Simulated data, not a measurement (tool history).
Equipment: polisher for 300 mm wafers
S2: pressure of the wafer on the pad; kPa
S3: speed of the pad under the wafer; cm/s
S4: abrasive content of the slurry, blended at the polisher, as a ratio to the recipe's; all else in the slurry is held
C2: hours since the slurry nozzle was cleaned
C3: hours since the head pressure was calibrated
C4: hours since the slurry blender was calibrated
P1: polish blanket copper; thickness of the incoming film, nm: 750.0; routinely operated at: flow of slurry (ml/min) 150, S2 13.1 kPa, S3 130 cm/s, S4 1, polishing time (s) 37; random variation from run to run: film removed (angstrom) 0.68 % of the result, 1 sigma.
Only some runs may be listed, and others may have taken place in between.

{"run": 1, "day": 0.304, "flow of slurry (ml/min)": 150, "S2": 13.1, "S3": 130, "S4": 1, "polishing time (s)": 37, "wafers polished on this pad": 358, "C2": 306.3, "C3": 230.8, "C4": 255.7, "film removed (angstrom)": 1025.8}
{"run": 2, "day": 0.612, "flow of slurry (ml/min)": 150, "S2": 13.1, "S3": 130, "S4": 1, "polishing time (s)": 25, "wafers polished on this pad": 480, "C2": 313.7, "C3": 238.2, "C4": 263.1, "film removed (angstrom)": 692.76}
{"run": 3, "day": 0.808, "flow of slurry (ml/min)": 150, "S2": 13.1, "S3": 130, "S4": 1.45, "polishing time (s)": 37, "wafers polished on this pad": 558, "C2": 318.4, "C3": 242.9, "C4": 267.8, "film removed (angstrom)": 1109.6}
{"run": 4, "day": 1.112, "flow of slurry (ml/min)": 150, "S2": 13.1, "S3": 200, "S4": 1, "polishing time (s)": 37, "wafers polished on this pad": 679, "C2": 325.7, "C3": 250.2, "C4": 275.1, "film removed (angstrom)": 1583.2}
{"run": 5, "day": 1.392, "flow of slurry (ml/min)": 150, "S2": 13.1, "S3": 130, "S4": 1, "polishing time (s)": 59, "wafers polished on this pad": 790, "C2": 332.4, "C3": 256.9, "C4": 281.8, "film removed (angstrom)": 1640.3}
{"run": 6, "day": 1.621, "flow of slurry (ml/min)": 150, "S2": 13.1, "S3": 164, "S4": 0.7, "polishing time (s)": 37, "wafers polished on this pad": 881, "C2": 337.9, "C3": 262.4, "C4": 287.3, "film removed (angstrom)": 1197.2}
{"day": 1.717, "done": "slurry blender recalibrated"}
{"run": 7, "day": 1.95, "flow of slurry (ml/min)": 95, "S2": 13.1, "S3": 130, "S4": 1, "polishing time (s)": 37, "wafers polished on this pad": 1012, "C2": 345.8, "C3": 270.3, "C4": 5.7, "film removed (angstrom)": 940.02}
{"run": 8, "day": 2.317, "flow of slurry (ml/min)": 150, "S2": 13.1, "S3": 130, "S4": 0.6, "polishing time (s)": 37, "wafers polished on this pad": 1158, "C2": 354.6, "C3": 279.1, "C4": 14.5, "film removed (angstrom)": 915.22}
{"run": 9, "day": 2.612, "flow of slurry (ml/min)": 150, "S2": 20.7, "S3": 130, "S4": 1, "polishing time (s)": 37, "wafers polished on this pad": 1275, "C2": 361.7, "C3": 286.2, "C4": 21.6, "film removed (angstrom)": 1621}
{"run": 10, "day": 2.908, "flow of slurry (ml/min)": 150, "S2": 6.2, "S3": 130, "S4": 0.6, "polishing time (s)": 37, "wafers polished on this pad": 1393, "C2": 368.8, "C3": 293.3, "C4": 28.7, "film removed (angstrom)": 437.59}
{"run": 11, "day": 3.117, "flow of slurry (ml/min)": 150, "S2": 13.1, "S3": 130, "S4": 1, "polishing time (s)": 37, "wafers polished on this pad": 1476, "C2": 373.8, "C3": 298.3, "C4": 33.7, "film removed (angstrom)": 1018.8}
{"day": 3.279, "done": "slurry nozzle cleaned"}
{"run": 12, "day": 3.458, "flow of slurry (ml/min)": 150, "S2": 7.6, "S3": 130, "S4": 1, "polishing time (s)": 37, "wafers polished on this pad": 1611, "C2": 4.3, "C3": 306.5, "C4": 41.9, "film removed (angstrom)": 589.72}
{"run": 13, "day": 3.758, "flow of slurry (ml/min)": 150, "S2": 13.1, "S3": 130, "S4": 1, "polishing time (s)": 37, "wafers polished on this pad": 1731, "C2": 11.5, "C3": 313.7, "C4": 49.1, "film removed (angstrom)": 1029.9}
{"run": 14, "day": 4.025, "flow of slurry (ml/min)": 200, "S2": 13.1, "S3": 130, "S4": 1, "polishing time (s)": 37, "wafers polished on this pad": 1837, "C2": 17.9, "C3": 320.1, "C4": 55.5, "film removed (angstrom)": 1057.5}
{"run": 15, "day": 4.383, "flow of slurry (ml/min)": 150, "S2": 13.1, "S3": 130, "S4": 1, "polishing time (s)": 37, "wafers polished on this pad": 1979, "C2": 26.5, "C3": 328.7, "C4": 64.1, "film removed (angstrom)": 1026.3}
{"run": 16, "day": 4.717, "flow of slurry (ml/min)": 150, "S2": 13.1, "S3": 82, "S4": 1, "polishing time (s)": 37, "wafers polished on this pad": 2112, "C2": 34.5, "C3": 336.7, "C4": 72.1, "film removed (angstrom)": 640.53}
{"run": 17, "day": 4.988, "flow of slurry (ml/min)": 150, "S2": 13.1, "S3": 130, "S4": 1, "polishing time (s)": 37, "wafers polished on this pad": 2219, "C2": 41, "C3": 343.2, "C4": 78.6, "film removed (angstrom)": 1015.1}
{"run": 18, "day": 5.183, "flow of slurry (ml/min)": 150, "S2": 13.1, "S3": 130, "S4": 1, "polishing time (s)": 37, "wafers polished on this pad": 2297, "C2": 45.7, "C3": 347.9, "C4": 83.3, "film removed (angstrom)": 1004.5}
{"run": 19, "day": 5.392, "flow of slurry (ml/min)": 150, "S2": 13.1, "S3": 130, "S4": 1, "polishing time (s)": 37, "wafers polished on this pad": 2380, "C2": 50.7, "C3": 352.9, "C4": 88.3, "film removed (angstrom)": 975.82}
{"day": 5.7, "done": "slurry blender recalibrated"}
{"run": 20, "day": 5.767, "flow of slurry (ml/min)": 150, "S2": 13.1, "S3": 130, "S4": 1, "polishing time (s)": 37, "wafers polished on this pad": 2529, "C2": 59.7, "C3": 361.9, "C4": 1.6, "film removed (angstrom)": 933.29}
{"run": 21, "day": 5.967, "flow of slurry (ml/min)": 150, "S2": 13.1, "S3": 130, "S4": 1, "polishing time (s)": 37, "wafers polished on this pad": 2608, "C2": 64.5, "C3": 366.7, "C4": 6.4, "film removed (angstrom)": 931.06}
{"day": 6.108, "done": "worn pad replaced by a new one"}
{"run": 22, "day": 6.354, "flow of slurry (ml/min)": 150, "S2": 13.1, "S3": 130, "S4": 1, "polishing time (s)": 37, "wafers polished on this pad": 98, "C2": 73.8, "C3": 376, "C4": 15.7, "film removed (angstrom)": 923.62}
{"run": 23, "day": 6.6, "flow of slurry (ml/min)": 150, "S2": 13.1, "S3": 130, "S4": 1, "polishing time (s)": 37, "wafers polished on this pad": 196, "C2": 79.7, "C3": 381.9, "C4": 21.6, "film removed (angstrom)": 913}

Compared with where it was, what P1 gives has crept away. Each cause listed below fits the log as well as the rest, at the size given for it:
A: head's pressure below its setpoint, % = 10.3
B: slurry flow missing at the pad, % = 39.2
The gradual shift began around day 4.988.
What rules out each remaining cause:
removal rate lost through wear of the pad, %: serviced at day 6.108, which brought nothing back
abrasive missing from the slurry, %: serviced at day 5.7, which brought nothing back

Consider the 4 check runs below, whose results appear as question marks and each of which averages 2 wafers. Which one distinguishes the causes, in that each cause would give it a clearly different result?
{"run": "check 1", "day": 6.846, "flow of slurry (ml/min)": 150, "S2": 13.1, "S3": 168, "S4": 1, "polishing time (s)": 37, "film removed (angstrom)": "?"}
{"run": "check 2", "day": 6.846, "flow of slurry (ml/min)": 150, "S2": 13.1, "S3": 130, "S4": 1, "polishing time (s)": 53, "film removed (angstrom)": "?"}
{"run": "check 3", "day": 6.846, "flow of slurry (ml/min)": 105, "S2": 13.1, "S3": 88, "S4": 1, "polishing time (s)": 37, "film removed (angstrom)": "?"}
{"run": "check 4", "day": 6.846, "flow of slurry (ml/min)": 150, "S2": 13.1, "S3": 172, "S4": 1, "polishing time (s)": 37, "film removed (angstrom)": "?"}

What each check would give under each cause:
check=check_1 result=film_removed_(angstrom) if_A=1190.5 if_B=1190.4
check=check_2 result=film_removed_(angstrom) if_A=1319.6 if_B=1319.5
check=check_3 result=film_removed_(angstrom) if_A=579.75 if_B=557.01
check=check_4 result=film_removed_(angstrom) if_A=1218.9 if_B=1218.8
Separation of the two closest causes in each check, using whichever result separates them best: check 1 0.01 %; check 2 0.01 %; check 3 4 %; check 4 0.01 %
Only in check 3 would the causes give clearly different results; in the remaining checks their results would be nearly the same.

Check 3 has now been run. It gave: film removed (angstrom) 552.65. Which of the candidate causes is it?

B is the cause: slurry flow missing at the pad, %.

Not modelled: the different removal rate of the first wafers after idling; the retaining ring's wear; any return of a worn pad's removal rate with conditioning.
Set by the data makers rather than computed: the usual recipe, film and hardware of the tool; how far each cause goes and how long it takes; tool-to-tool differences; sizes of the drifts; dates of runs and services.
